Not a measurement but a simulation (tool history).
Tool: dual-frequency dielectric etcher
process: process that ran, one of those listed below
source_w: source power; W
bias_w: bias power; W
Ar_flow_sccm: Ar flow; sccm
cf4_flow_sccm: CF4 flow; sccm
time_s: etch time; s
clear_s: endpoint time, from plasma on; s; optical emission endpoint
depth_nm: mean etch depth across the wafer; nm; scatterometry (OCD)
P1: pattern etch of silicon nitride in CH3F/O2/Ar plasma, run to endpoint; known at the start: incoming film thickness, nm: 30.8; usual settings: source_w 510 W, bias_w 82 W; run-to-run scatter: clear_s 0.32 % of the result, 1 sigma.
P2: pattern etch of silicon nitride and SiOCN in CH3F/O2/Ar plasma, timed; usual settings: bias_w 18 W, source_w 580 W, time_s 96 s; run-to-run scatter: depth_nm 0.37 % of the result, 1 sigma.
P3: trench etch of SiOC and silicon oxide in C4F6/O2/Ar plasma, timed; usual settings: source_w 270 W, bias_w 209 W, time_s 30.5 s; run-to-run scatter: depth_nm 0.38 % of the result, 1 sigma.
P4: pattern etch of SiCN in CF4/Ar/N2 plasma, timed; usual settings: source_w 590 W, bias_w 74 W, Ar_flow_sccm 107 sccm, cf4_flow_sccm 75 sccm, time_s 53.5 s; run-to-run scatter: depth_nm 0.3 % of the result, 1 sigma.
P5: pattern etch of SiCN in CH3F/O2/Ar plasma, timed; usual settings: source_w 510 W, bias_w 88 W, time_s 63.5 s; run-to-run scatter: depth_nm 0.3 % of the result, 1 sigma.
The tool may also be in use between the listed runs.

| run | day | process | source_w | bias_w | Ar_flow_sccm | cf4_flow_sccm | time_s | hours since the last wet clean | hours since the last source power generator calibration | hours since the last bias power generator calibration | clear_s | depth_nm |
|---|---|---|---|---|---|---|---|---|---|---|---|---|
| 1 | 0.429 | P1 | 510 | 82 |  |  |  | 232 | 1767.7 | 667.1 | 39.583 |  |
| 2 | 1.008 | P1 | 630 | 50 |  |  |  | 245.9 | 1781.6 | 681 | 42.646 |  |
| 3 | 1.388 | P4 | 590 | 74 | 107 | 53 | 53.5 | 255 | 1790.7 | 690.1 |  | 57.825 |
| 4 | 2.1 | P1 | 350 | 82 |  |  |  | 272.1 | 1807.8 | 707.2 | 45.659 |  |
| 5 | 2.562 | P5 | 510 | 115 |  |  | 63.5 | 283.2 | 1818.9 | 718.3 |  | 31.491 |
| 6 | 3.096 | P1 | 510 | 82 |  |  |  | 296 | 1831.7 | 731.1 | 39.543 |  |
| 7 | 3.5 | P4 | 590 | 57 | 107 | 75 | 53.5 | 305.7 | 1841.4 | 740.8 |  | 56.165 |
| 8 | 4.058 | P5 | 510 | 88 |  |  | 63.5 | 319.1 | 1854.8 | 754.2 |  | 28.381 |
| 9 | 4.825 | P4 | 590 | 74 | 107 | 75 | 53.5 | 337.5 | 1873.2 | 772.6 |  | 61.154 |
| 10 | 5.475 | P1 | 510 | 62 |  |  |  | 353.1 | 1888.8 | 788.2 | 43.381 |  |
| 11 | 6.096 | P5 | 510 | 88 |  |  | 63.5 | 368 | 1903.7 | 803.1 |  | 28.523 |
| 12 | 6.767 | P3 | 170 | 209 |  |  | 30.5 | 384.1 | 1919.8 | 819.2 |  | 43.832 |
| 13 | 7.508 | P1 | 510 | 107 |  |  |  | 401.9 | 1937.6 | 837 | 35.876 |  |
| 14 | 8.138 | P2 | 580 | 18 |  |  | 69.5 | 417 | 1952.7 | 852.1 |  | 10.055 |
| 15 | 8.771 | P1 | 340 | 110 |  |  |  | 432.2 | 1967.9 | 867.3 | 41.234 |  |
| 16 | 9.408 | P2 | 810 | 18 |  |  | 96 | 447.5 | 1983.2 | 882.6 |  | 15.632 |
| 17 | 9.854 | P4 | 590 | 74 | 107 | 75 | 53.5 | 458.2 | 1993.9 | 893.3 |  | 61.289 |
| 18 | 10.396 | P1 | 670 | 108 |  |  |  | 471.2 | 2006.9 | 906.3 | 32.297 |  |
| 19 | 10.817 | P4 | 790 | 74 | 107 | 75 | 53.5 | 481.3 | 2017 | 916.4 |  | 79.493 |
| 20 | 11.433 | P1 | 510 | 82 |  |  |  | 496.1 | 2031.8 | 931.2 | 39.384 |  |
| 21 | 11.862 | P1 | 510 | 82 |  |  |  | 506.4 | 2042.1 | 941.5 | 39.456 |  |
| 22 | 12.362 | P2 | 580 | 24 |  |  | 96 | 518.4 | 2054.1 | 953.5 |  | 15.669 |
| 23 | 12.742 | P3 | 270 | 209 |  |  | 30.5 | 527.5 | 2063.2 | 962.6 |  | 52.243 |
| 24 | 13.379 | P5 | 510 | 88 |  |  | 36 | 542.8 | 2078.5 | 977.9 |  | 16.071 |
| 25 | 14.075 | P1 | 690 | 82 |  |  |  | 559.5 | 2095.2 | 994.6 | 35.255 |  |
| 26 | 14.579 | P3 | 270 | 209 |  |  | 41.5 | 571.6 | 2107.3 | 1006.7 |  | 71.355 |
| 27 | 15.221 | P1 | 510 | 82 |  |  |  | 587 | 2122.7 | 1022.1 | 39.724 |  |
| 28 | 15.629 | P5 | 410 | 88 |  |  | 63.5 | 596.8 | 2132.5 | 1031.9 |  | 26.236 |
| 29 | 16.383 | P3 | 270 | 295 |  |  | 30.5 | 614.9 | 2150.6 | 1050 |  | 59.296 |
| 30 | 17.158 | P4 | 590 | 74 | 135 | 75 | 53.5 | 633.5 | 2169.2 | 1068.6 |  | 59.129 |
| 31 | 17.654 | P4 | 590 | 74 | 107 | 75 | 72 | 645.4 | 2181.1 | 1080.5 |  | 82.147 |
| 32 | 18.329 | P3 | 270 | 209 |  |  | 30.5 | 661.6 | 2197.3 | 1096.7 |  | 52.646 |
| 33 | 18.821 | P2 | 580 | 18 |  |  | 96 | 673.4 | 2209.1 | 1108.5 |  | 13.8 |
| 34 | 19.258 | P2 | 580 | 18 |  |  | 96 | 683.9 | 2219.6 | 1119 |  | 13.838 |
| 35 | 20.038 | P1 | 510 | 82 |  |  |  | 702.6 | 2238.3 | 1137.7 | 39.599 |  |
| 36 | 20.829 | P1 | 510 | 82 |  |  |  | 721.6 | 2257.3 | 1156.7 | 39.156 |  |
| 37 | 21.371 | P1 | 510 | 82 |  |  |  | 734.6 | 2270.3 | 1169.7 | 39.132 |  |
| 38 | 21.804 | P1 | 510 | 82 |  |  |  | 745 | 2280.7 | 1180.1 | 38.761 |  |
| 39 | 22.392 | P1 | 510 | 82 |  |  |  | 759.1 | 2294.8 | 1194.2 | 38.993 |  |
|  | 22.454 | wet clean of the chamber |
| 40 | 23.188 | P1 | 510 | 82 |  |  |  | 17.6 | 2313.9 | 1213.3 | 39.204 |  |
| 41 | 23.833 | P1 | 510 | 82 |  |  |  | 33.1 | 2329.4 | 1228.8 | 39.02 |  |
| 42 | 24.308 | P1 | 510 | 82 |  |  |  | 44.5 | 2340.8 | 1240.2 | 38.8 |  |
| 43 | 25.071 | P1 | 510 | 82 |  |  |  | 62.8 | 2359.1 | 1258.5 | 38.705 |  |
| 44 | 25.846 | P1 | 510 | 82 |  |  |  | 81.4 | 2377.7 | 1277.1 | 38.813 |  |

What P1 gives has crept away from where it was. These 2 causes fit the log equally well, each at the size given:
A: source power that arrives over what is set, % = 4.36
B: bias power that arrives over what is set, % = 4.75
The creep began at about day 20.038.
Why every other cause is out:
chamber walls in a state that raises the etch rate, %: serviced at day 22.454, which brought nothing back

4 check runs are offered, one wafer each, their results left as question marks. Which one tells the causes apart?
| check 1 | 26.621 | P3 | 270 | 209 |  |  | 30.5 |  |  |  |  | ? |
| check 2 | 26.621 | P5 | 510 | 88 |  |  | 63.5 |  |  |  |  | ? |
| check 3 | 26.621 | P2 | 580 | 18 |  |  | 96 |  |  |  |  | ? |
| check 4 | 26.621 | P4 | 590 | 74 | 107 | 75 | 53.5 |  |  |  |  | ? |

What each check would give under each cause:
| check | result | if A | if B |
|---|---|---|---|
| check 1 | depth_nm | 53.339 | 53.302 |
| check 2 | depth_nm | 28.935 | 28.963 |
| check 3 | depth_nm | 14.056 | 14.111 |
| check 4 | depth_nm | 63.515 | 62.157 |
How far apart the two closest causes lie, in the result that separates them most: check 1 0.07 %; check 2 0.09 %; check 3 0.39 %; check 4 2.16 %
Check 4 tells the causes apart: in the others they would give nearly the same result.

Then check 4 was run and gave: depth_nm 62.321 nm. Which cause is it?

It is B: bias power that arrives over what is set, %.

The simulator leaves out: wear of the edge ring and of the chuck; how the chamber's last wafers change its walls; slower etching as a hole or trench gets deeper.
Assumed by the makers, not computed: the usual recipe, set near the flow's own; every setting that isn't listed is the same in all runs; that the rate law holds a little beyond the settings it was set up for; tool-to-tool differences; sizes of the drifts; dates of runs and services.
